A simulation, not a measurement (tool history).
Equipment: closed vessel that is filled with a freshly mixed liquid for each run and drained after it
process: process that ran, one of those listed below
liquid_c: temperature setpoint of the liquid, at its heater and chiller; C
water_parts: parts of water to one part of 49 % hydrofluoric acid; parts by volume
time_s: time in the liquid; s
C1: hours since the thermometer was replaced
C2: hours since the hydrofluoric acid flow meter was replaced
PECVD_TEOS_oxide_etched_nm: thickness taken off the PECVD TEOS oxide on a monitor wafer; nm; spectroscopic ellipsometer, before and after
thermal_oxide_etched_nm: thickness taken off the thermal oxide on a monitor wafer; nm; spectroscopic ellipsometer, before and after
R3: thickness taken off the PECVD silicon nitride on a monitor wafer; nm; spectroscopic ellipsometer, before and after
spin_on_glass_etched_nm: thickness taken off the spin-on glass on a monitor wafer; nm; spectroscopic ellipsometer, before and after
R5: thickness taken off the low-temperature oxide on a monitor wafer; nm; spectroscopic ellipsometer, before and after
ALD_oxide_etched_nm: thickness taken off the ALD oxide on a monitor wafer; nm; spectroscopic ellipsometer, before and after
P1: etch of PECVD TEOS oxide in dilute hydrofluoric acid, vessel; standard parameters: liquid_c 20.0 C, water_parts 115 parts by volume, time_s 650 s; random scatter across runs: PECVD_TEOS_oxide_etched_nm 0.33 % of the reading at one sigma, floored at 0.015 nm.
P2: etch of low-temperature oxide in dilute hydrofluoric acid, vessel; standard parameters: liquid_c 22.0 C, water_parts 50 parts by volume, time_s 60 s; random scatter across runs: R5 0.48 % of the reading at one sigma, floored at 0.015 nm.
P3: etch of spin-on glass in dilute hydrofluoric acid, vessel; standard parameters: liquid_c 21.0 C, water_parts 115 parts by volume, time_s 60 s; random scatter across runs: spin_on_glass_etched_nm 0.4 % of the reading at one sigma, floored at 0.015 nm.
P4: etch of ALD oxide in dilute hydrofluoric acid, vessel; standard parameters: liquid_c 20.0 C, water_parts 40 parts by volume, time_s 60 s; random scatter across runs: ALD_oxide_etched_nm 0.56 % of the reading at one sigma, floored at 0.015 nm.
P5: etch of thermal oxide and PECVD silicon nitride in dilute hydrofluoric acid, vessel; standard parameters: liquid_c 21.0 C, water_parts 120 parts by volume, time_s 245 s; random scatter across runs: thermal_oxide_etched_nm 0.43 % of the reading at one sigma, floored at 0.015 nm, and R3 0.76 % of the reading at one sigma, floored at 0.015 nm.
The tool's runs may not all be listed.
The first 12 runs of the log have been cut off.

Run 13, hour 152.8: process P3, liquid_c 21.0 C, water_parts 115 parts by volume, time_s 60 s; C1 1036.5; C2 1157.3. Result: spin_on_glass_etched_nm 25.990 nm.
Run 14, hour 165.4: process P2, liquid_c 17.5 C, water_parts 50 parts by volume, time_s 60 s; C1 1049.1; C2 1169.9. Result: R5 34.009 nm.
Run 15, hour 181.0: process P5, liquid_c 28.5 C, water_parts 120 parts by volume, time_s 245 s; C1 1064.7; C2 1185.5. Result: thermal_oxide_etched_nm 11.1570 nm, R3 5.9696 nm.
Run 16, hour 190.1: process P5, liquid_c 21.0 C, water_parts 120 parts by volume, time_s 245 s; C1 1073.8; C2 1194.6. Result: thermal_oxide_etched_nm 8.3533 nm, R3 3.6142 nm.
Run 17, hour 203.8: process P4, liquid_c 20.0 C, water_parts 20 parts by volume, time_s 60 s; C1 1087.5; C2 1208.3. Result: ALD_oxide_etched_nm 66.635 nm.
Run 18, hour 212.4: process P2, liquid_c 22.0 C, water_parts 75 parts by volume, time_s 60 s; C1 1096.1; C2 1216.9. Result: R5 26.650 nm.
Run 19, hour 230.0: process P4, liquid_c 20.0 C, water_parts 40 parts by volume, time_s 60 s; C1 1113.7; C2 1234.5. Result: ALD_oxide_etched_nm 32.514 nm.
Run 20, hour 241.6: process P4, liquid_c 20.0 C, water_parts 40 parts by volume, time_s 30 s; C1 1125.3; C2 1246.1. Result: ALD_oxide_etched_nm 16.147 nm.
Run 21, hour 257.5: process P4, liquid_c 20.0 C, water_parts 40 parts by volume, time_s 60 s; C1 1141.2; C2 1262.0. Result: ALD_oxide_etched_nm 32.195 nm.

Predict the results of run 22:
Run 22, hour 271.5: process P4, liquid_c 27.5 C, water_parts 40 parts by volume, time_s 60 s; C1 1155.2; C2 1276.0. Result: ALD_oxide_etched_nm ?.

ALD_oxide_etched_nm: 44.389 nm

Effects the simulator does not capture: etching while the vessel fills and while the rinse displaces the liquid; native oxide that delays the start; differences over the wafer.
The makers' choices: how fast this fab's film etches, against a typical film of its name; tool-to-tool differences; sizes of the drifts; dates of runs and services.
